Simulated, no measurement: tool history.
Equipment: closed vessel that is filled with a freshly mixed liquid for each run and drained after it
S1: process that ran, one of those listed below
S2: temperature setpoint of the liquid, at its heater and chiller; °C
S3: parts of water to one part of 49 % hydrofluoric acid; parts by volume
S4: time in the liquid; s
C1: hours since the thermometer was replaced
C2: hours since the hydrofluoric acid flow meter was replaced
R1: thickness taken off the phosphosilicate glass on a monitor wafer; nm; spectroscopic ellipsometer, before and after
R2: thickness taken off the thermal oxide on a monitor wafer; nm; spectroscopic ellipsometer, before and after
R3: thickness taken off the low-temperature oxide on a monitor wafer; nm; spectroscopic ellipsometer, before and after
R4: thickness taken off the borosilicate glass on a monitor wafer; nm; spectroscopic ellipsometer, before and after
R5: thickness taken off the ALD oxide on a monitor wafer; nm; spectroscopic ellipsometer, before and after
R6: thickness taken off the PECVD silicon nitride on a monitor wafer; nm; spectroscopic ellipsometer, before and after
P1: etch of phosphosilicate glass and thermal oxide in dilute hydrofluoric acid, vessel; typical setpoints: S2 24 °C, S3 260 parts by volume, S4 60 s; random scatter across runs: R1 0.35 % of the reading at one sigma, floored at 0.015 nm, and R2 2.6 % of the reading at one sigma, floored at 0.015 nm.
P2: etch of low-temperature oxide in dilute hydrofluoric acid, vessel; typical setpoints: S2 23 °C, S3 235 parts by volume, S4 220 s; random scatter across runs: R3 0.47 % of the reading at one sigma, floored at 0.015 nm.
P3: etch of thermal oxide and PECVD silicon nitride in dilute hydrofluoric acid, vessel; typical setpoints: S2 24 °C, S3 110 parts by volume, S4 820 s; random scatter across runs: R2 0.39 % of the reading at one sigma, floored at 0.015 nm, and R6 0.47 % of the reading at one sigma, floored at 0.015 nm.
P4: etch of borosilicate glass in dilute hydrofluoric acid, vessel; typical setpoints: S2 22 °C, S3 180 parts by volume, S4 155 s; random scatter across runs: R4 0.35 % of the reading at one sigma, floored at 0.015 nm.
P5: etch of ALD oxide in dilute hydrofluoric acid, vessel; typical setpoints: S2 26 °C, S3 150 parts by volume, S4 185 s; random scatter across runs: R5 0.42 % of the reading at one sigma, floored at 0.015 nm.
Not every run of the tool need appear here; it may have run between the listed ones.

run	hour	S1	S2	S3	S4	C1	C2	R1	R2	R3	R4	R5	R6
1	6.6	P1	24	260	60	1182.9	236.3	25.665	0.95017				
2	11.3	P1	24	260	115	1187.6	241	49.572	1.7902				
3	20.1	P2	23	415	220	1196.4	249.8			13.675			
4	28.4	P4	22	180	35	1204.7	258.1				4.487		
5	36.9	P5	26	150	185	1213.2	266.6					22.7	
6	46	P4	22	180	155	1222.3	275.7				20.024		
7	50.2	P5	26	150	335	1226.5	279.9					41.401	
8	58.4	P1	24	260	30	1234.7	288.1	12.814	0.46902				
9	64.5	P1	24	260	60	1240.8	294.2	25.684	0.96288				
10	70.9	P5	30.5	150	185	1247.2	300.6					27.097	
11	75.1	P3	32.5	110	820	1251.4	304.8		45.51				62.992
12	81.6	P3	24	110	410	1257.9	311.3		16.641				18.258
13	89.9	P1	24	260	60	1266.2	319.6	25.739	0.94201				
14	95.4	P2	17	235	220	1271.7	325.1			22.641			
15	104.4	P1	27.5	260	60	1280.7	334.1	29.11	1.1521				
16	112.3	P5	26	150	185	1288.6	342					22.894	
17	119.6	P1	24	465	60	1295.9	349.3	11.926	0.42837				
18	126.9	P4	22	90	155	1303.2	356.6				43.686		
19	135.3	P2	23	235	375	1311.6	365			48.635			
20	144.4	P3	24	110	820	1320.7	374.1		33.325				36.184
21	150.8	P1	29.5	395	60	1327.1	380.5	17.727	0.61621				
22	160.1	P1	24	260	60	1336.4	389.8	25.61	0.96446				
23	167.8	P2	23	235	220	1344.1	397.5			28.32			
24	175.4	P1	24	95	60	1351.7	405.1	84.466	3.1327				
25	181.5	P2	23	235	220	1357.8	411.2			28.441			
26	187.7	P4	29.5	180	155	1364	417.4				26.304		
# hour 188.9: hydrofluoric acid flow meter replaced
27	195.2	P3	24	25	820	1371.5	6.3		163.02				155.93
28	203.6	P1	17	260	60	1379.9	14.7	19.824	0.75064				
29	210.9	P1	24	260	60	1387.2	22	25.878	0.91269				
30	215.9	P1	24	260	60	1392.2	27	25.703	0.97714				
31	224.5	P5	26	265	185	1400.8	35.6					11.394	
32	230.5	P1	24	260	60	1406.8	41.6	25.738	0.95958				
33	234.9	P1	24	260	60	1411.2	46	26.178	0.99718				
34	241.3	P1	24	260	60	1417.6	52.4	26.506	0.96946				
35	250	P1	24	260	60	1426.3	61.1	26.799	0.986				
36	255.6	P1	24	260	60	1431.9	66.7	27.064	0.96274				
37	262.1	P1	24	260	60	1438.4	73.2	27.066	0.99301				
38	268.3	P1	24	260	60	1444.6	79.4	27.282	1.0029				
39	273.3	P1	24	260	60	1449.6	84.4	27.149	1.015				
40	280.9	P1	24	260	60	1457.2	92	27.242	1.0046				
41	286.7	P1	24	260	60	1463	97.8	27.509	1.0063				
42	294.6	P1	24	260	60	1470.9	105.7	27.36	1.0233				
43	301.8	P1	24	260	60	1478.1	112.9	27.359	1.0209				

P1 no longer gives what it gave before; its output has crept away from where it was. The following 2 causes, each at its listed size, fit the log equally well:
A: liquid hotter than its thermometer reads (K) = 1.7
B: hydrofluoric acid flow above the setpoint (%) = 4.85
The process output started creeping at around hour 230.5.

Which of the 4 check runs listed below separates the causes, so that each cause would produce a clearly different result? Each run uses one wafer, and its results are marked with question marks.
check 1	309	P5	26	245	310							?	
check 2	309	P4	22	180	60						?		
check 3	309	P2	19	335	220					?			
check 4	309	P3	24	45	820				?				?

Outcome of each check run for each possible cause:
check	result	if A	if B
check 1	R5	22.386	22.398
check 2	R4	8.2056	8.138
check 3	R3	16.712	16.705
check 4	R2	94.551	92.708
check 4	R6	98.587	92.105
Smallest distance between any two causes, each pair judged by its most separating result, in per cent: check 1 0.05 %; check 2 0.83 %; check 3 0.04 %; check 4 6.8 %
The other checks would show nearly matching results whichever cause is true, so check 4 is the only one that separates the causes.

The results of check 4 are: R2 94.282 nm; R6 98.564 nm. Based on these, which of the listed causes is it?

Of the candidate causes, it is A: liquid hotter than its thermometer reads (K).
